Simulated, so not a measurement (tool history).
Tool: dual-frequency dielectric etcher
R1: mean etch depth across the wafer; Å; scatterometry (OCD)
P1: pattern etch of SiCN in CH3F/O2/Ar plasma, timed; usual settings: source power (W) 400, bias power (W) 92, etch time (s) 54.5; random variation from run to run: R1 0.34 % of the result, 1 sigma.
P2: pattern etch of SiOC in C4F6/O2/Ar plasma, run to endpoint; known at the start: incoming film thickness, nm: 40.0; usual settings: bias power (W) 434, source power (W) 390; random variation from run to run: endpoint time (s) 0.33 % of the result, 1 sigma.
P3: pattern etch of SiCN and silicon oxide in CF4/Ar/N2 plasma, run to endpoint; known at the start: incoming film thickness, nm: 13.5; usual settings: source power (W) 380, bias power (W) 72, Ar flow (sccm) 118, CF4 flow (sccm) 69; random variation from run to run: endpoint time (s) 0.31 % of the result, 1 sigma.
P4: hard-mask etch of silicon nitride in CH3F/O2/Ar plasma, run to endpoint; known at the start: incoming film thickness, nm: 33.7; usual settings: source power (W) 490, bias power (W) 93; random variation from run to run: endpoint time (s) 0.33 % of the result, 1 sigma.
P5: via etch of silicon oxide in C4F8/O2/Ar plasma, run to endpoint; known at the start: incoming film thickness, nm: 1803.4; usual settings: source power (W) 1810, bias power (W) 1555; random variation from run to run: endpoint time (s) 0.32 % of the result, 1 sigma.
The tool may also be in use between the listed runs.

run 1 hour=6 | process_that_ran=P1 source_power_(W)=400 bias_power_(W)=92 etch_time_(s)=54.5 | R1=223.33
run 2 hour=13 | process_that_ran=P1 source_power_(W)=400 bias_power_(W)=92 etch_time_(s)=75.5 | R1=308.97
run 3 hour=18 | process_that_ran=P1 source_power_(W)=550 bias_power_(W)=92 etch_time_(s)=54.5 | R1=251.35
run 4 hour=23.3 | process_that_ran=P1 source_power_(W)=400 bias_power_(W)=130 etch_time_(s)=54.5 | R1=253.79
run 5 hour=26.8 | process_that_ran=P4 source_power_(W)=490 bias_power_(W)=93 | endpoint_time_(s)=40.698
run 6 hour=30.3 | process_that_ran=P1 source_power_(W)=400 bias_power_(W)=92 etch_time_(s)=54.5 | R1=222.19
run 7 hour=34.9 | process_that_ran=P2 source_power_(W)=500 bias_power_(W)=434 | endpoint_time_(s)=13.779
run 8 hour=39.3 | process_that_ran=P3 source_power_(W)=380 bias_power_(W)=72 Ar_flow_(sccm)=118 CF4_flow_(sccm)=69 | endpoint_time_(s)=18.976
run 9 hour=42.9 | process_that_ran=P1 source_power_(W)=400 bias_power_(W)=92 etch_time_(s)=54.5 | R1=222.45
run 10 hour=47.4 | process_that_ran=P1 source_power_(W)=400 bias_power_(W)=69 etch_time_(s)=54.5 | R1=201.08
run 11 hour=51.5 | process_that_ran=P3 source_power_(W)=380 bias_power_(W)=72 Ar_flow_(sccm)=118 CF4_flow_(sccm)=40 | endpoint_time_(s)=20.778
run 12 hour=57.1 | process_that_ran=P1 source_power_(W)=400 bias_power_(W)=92 etch_time_(s)=54.5 | R1=222.79
run 13 hour=60.4 | process_that_ran=P1 source_power_(W)=310 bias_power_(W)=126 etch_time_(s)=54.5 | R1=229.42
run 14 hour=64 | process_that_ran=P1 source_power_(W)=400 bias_power_(W)=92 etch_time_(s)=54.5 | R1=223.03
run 15 hour=69.3 | process_that_ran=P5 source_power_(W)=1810 bias_power_(W)=1976 | endpoint_time_(s)=369.87
run 16 hour=73.4 | process_that_ran=P2 source_power_(W)=390 bias_power_(W)=434 | endpoint_time_(s)=14.925
run 17 hour=79.6 | process_that_ran=P5 source_power_(W)=1420 bias_power_(W)=1555 | endpoint_time_(s)=437.95
run 18 hour=85.8 | process_that_ran=P3 source_power_(W)=470 bias_power_(W)=72 Ar_flow_(sccm)=118 CF4_flow_(sccm)=69 | endpoint_time_(s)=15.842
run 19 hour=90.7 | process_that_ran=P1 source_power_(W)=310 bias_power_(W)=92 etch_time_(s)=54.5 | R1=203.4
run 20 hour=95.7 | process_that_ran=P3 source_power_(W)=380 bias_power_(W)=72 Ar_flow_(sccm)=88 CF4_flow_(sccm)=69 | endpoint_time_(s)=18.267
run 21 hour=100.3 | process_that_ran=P5 source_power_(W)=1810 bias_power_(W)=1555 | endpoint_time_(s)=396.36
run 22 hour=106.3 | process_that_ran=P5 source_power_(W)=1810 bias_power_(W)=1555 | endpoint_time_(s)=395.42
run 23 hour=109.6 | process_that_ran=P1 source_power_(W)=400 bias_power_(W)=92 etch_time_(s)=38 | R1=155.27
run 24 hour=114.5 | process_that_ran=P3 source_power_(W)=380 bias_power_(W)=101 Ar_flow_(sccm)=118 CF4_flow_(sccm)=69 | endpoint_time_(s)=16.773
run 25 hour=121.8 | process_that_ran=P2 source_power_(W)=390 bias_power_(W)=294 | endpoint_time_(s)=17.109
run 26 hour=125 | process_that_ran=P3 source_power_(W)=380 bias_power_(W)=72 Ar_flow_(sccm)=118 CF4_flow_(sccm)=69 | endpoint_time_(s)=19.106
run 27 hour=129.1 | process_that_ran=P4 source_power_(W)=320 bias_power_(W)=93 | endpoint_time_(s)=47.572
run 28 hour=133.5 | process_that_ran=P4 source_power_(W)=490 bias_power_(W)=118 | endpoint_time_(s)=37.295
run 29 hour=140.8 | process_that_ran=P1 source_power_(W)=400 bias_power_(W)=92 etch_time_(s)=54.5 | R1=223.17
run 30 hour=146 | process_that_ran=P1 source_power_(W)=400 bias_power_(W)=92 etch_time_(s)=54.5 | R1=225.48
run 31 hour=152.5 | process_that_ran=P1 source_power_(W)=400 bias_power_(W)=92 etch_time_(s)=54.5 | R1=226.2
-- hour=153.5 wet clean of the chamber
run 32 hour=159.7 | process_that_ran=P1 source_power_(W)=400 bias_power_(W)=92 etch_time_(s)=54.5 | R1=226.42
run 33 hour=163.4 | process_that_ran=P1 source_power_(W)=400 bias_power_(W)=92 etch_time_(s)=54.5 | R1=226.68
run 34 hour=169.9 | process_that_ran=P1 source_power_(W)=400 bias_power_(W)=92 etch_time_(s)=54.5 | R1=226.22
run 35 hour=173.5 | process_that_ran=P1 source_power_(W)=400 bias_power_(W)=92 etch_time_(s)=54.5 | R1=225.86

What P1 gives has crept away from where it was. These 2 causes fit the log equally well, each at the size given:
A: bias power that arrives over what is set, % = 4.6
B: source power that arrives over what is set, % = 4.63
The creep began at about hour 140.8.
Why every other cause is out:
chamber walls in a state that raises the etch rate, %: serviced at hour 153.5, which brought nothing back

4 check runs are offered, one wafer each, their results left as question marks. Which one tells the causes apart?
run check 1 hour=177.1 | process_that_ran=P5 source_power_(W)=1810 bias_power_(W)=1555 | endpoint_time_(s)=?
run check 2 hour=177.1 | process_that_ran=P3 source_power_(W)=380 bias_power_(W)=72 Ar_flow_(sccm)=118 CF4_flow_(sccm)=69 | endpoint_time_(s)=?
run check 3 hour=177.1 | process_that_ran=P4 source_power_(W)=490 bias_power_(W)=93 | endpoint_time_(s)=?
run check 4 hour=177.1 | process_that_ran=P2 source_power_(W)=390 bias_power_(W)=434 | endpoint_time_(s)=?

What each check would give under each cause:
check=check_1 result=endpoint_time_(s) if_A=391.36 if_B=389.01
check=check_2 result=endpoint_time_(s) if_A=18.737 if_B=18.294
check=check_3 result=endpoint_time_(s) if_A=39.998 if_B=39.963
check=check_4 result=endpoint_time_(s) if_A=14.73 if_B=14.726
How far apart the two closest causes lie, in the result that separates them most: check 1 0.6 %; check 2 2.39 %; check 3 0.09 %; check 4 0.03 %
Only check 2 tells the causes apart: in the others they would give nearly the same result.

Check 2 was then run and gave: endpoint time (s) 18.708. Which cause is it?

It is A: bias power that arrives over what is set, %.
